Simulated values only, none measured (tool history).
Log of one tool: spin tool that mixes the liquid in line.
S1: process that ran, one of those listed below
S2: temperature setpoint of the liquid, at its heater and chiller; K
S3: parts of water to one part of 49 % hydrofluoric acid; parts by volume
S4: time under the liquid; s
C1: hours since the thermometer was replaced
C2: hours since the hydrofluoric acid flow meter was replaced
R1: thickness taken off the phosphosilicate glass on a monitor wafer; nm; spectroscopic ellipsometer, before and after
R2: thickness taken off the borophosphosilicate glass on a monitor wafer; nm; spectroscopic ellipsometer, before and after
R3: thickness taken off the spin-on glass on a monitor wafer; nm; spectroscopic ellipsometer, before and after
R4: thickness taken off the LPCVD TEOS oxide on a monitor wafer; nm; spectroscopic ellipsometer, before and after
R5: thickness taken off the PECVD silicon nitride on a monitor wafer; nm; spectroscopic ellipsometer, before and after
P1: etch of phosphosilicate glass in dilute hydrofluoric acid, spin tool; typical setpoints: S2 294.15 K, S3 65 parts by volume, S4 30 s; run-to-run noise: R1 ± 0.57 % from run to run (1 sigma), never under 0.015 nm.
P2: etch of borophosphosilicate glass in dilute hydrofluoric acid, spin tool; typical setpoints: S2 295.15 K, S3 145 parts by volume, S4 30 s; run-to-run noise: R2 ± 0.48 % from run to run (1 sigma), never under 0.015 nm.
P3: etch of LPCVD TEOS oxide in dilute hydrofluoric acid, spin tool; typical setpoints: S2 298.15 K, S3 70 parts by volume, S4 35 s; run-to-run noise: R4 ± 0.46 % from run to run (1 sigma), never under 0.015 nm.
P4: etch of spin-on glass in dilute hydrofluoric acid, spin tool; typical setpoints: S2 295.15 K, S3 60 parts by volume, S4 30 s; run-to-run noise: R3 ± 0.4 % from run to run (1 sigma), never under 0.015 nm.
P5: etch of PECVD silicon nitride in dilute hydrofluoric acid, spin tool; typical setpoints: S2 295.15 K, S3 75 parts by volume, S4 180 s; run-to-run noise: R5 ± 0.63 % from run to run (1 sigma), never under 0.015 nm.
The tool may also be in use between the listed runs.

run,hour,S1,S2,S3,S4,C1,C2,R1,R2,R3,R4,R5
1,10.4,P1,294.15,65,30,1838.5,735.1,78.544,,,,
2,21.3,P2,290.15,145,30,1849.4,746,,9.4783,,,
3,30.7,P1,302.15,65,30,1858.8,755.4,109.08,,,,
4,37.7,P4,295.15,60,55,1865.8,762.4,,,34.936,,
5,51.6,P2,295.15,35,30,1879.7,776.3,,54.433,,,
6,61.8,P1,294.15,65,30,1889.9,786.5,79.068,,,,
7,68.7,P4,295.15,60,30,1896.8,793.4,,,19.14,,
# hour 74.1: thermometer replaced
8,79.4,P3,298.15,25,35,5.3,804.1,,,,46.499,
9,86.3,P1,290.15,65,30,12.2,811,66.416,,,,
10,98,P1,294.15,65,15,23.9,822.7,39.48,,,,
11,110.4,P3,298.15,70,35,36.3,835.1,,,,15.565,
12,122.6,P5,295.15,75,180,48.5,847.3,,,,,3.5395
13,131.3,P4,301.65,60,30,57.2,856,,,24.638,,
14,146.1,P2,295.15,145,15,72,870.8,,5.7878,,,
15,153,P1,290.15,40,30,78.9,877.7,110.79,,,,
16,161.1,P1,294.15,65,30,87,885.8,79.131,,,,
17,170,P3,298.15,70,20,95.9,894.7,,,,8.9054,
18,183.7,P4,295.15,60,30,109.6,908.4,,,18.822,,
19,195,P3,292.65,70,35,120.9,919.7,,,,12.404,
20,207.1,P1,294.15,65,30,133,931.8,78.639,,,,
21,220,P1,294.15,110,30,145.9,944.7,44.023,,,,
22,228.3,P5,295.15,75,315,154.2,953,,,,,6.2872
23,237,P5,301.65,75,180,162.9,961.7,,,,,5.5138
24,252.4,P1,294.15,65,55,178.3,977.1,145.52,,,,
25,264.2,P3,298.15,70,35,190.1,988.9,,,,15.582,
26,274.6,P1,298.65,35,30,200.5,999.3,183.22,,,,
27,287.3,P1,294.15,65,30,213.2,1012,78.59,,,,
28,296.7,P1,294.15,20,30,222.6,1021.4,270.3,,,,
29,311,P1,294.15,65,30,236.9,1035.7,79.046,,,,
30,324.9,P4,295.15,25,30,250.8,1049.6,,,47.591,,

Predict the results of run 31:
31,336.7,P2,295.15,145,30,262.6,1061.4,,?,,,

R2: 11.559 nm
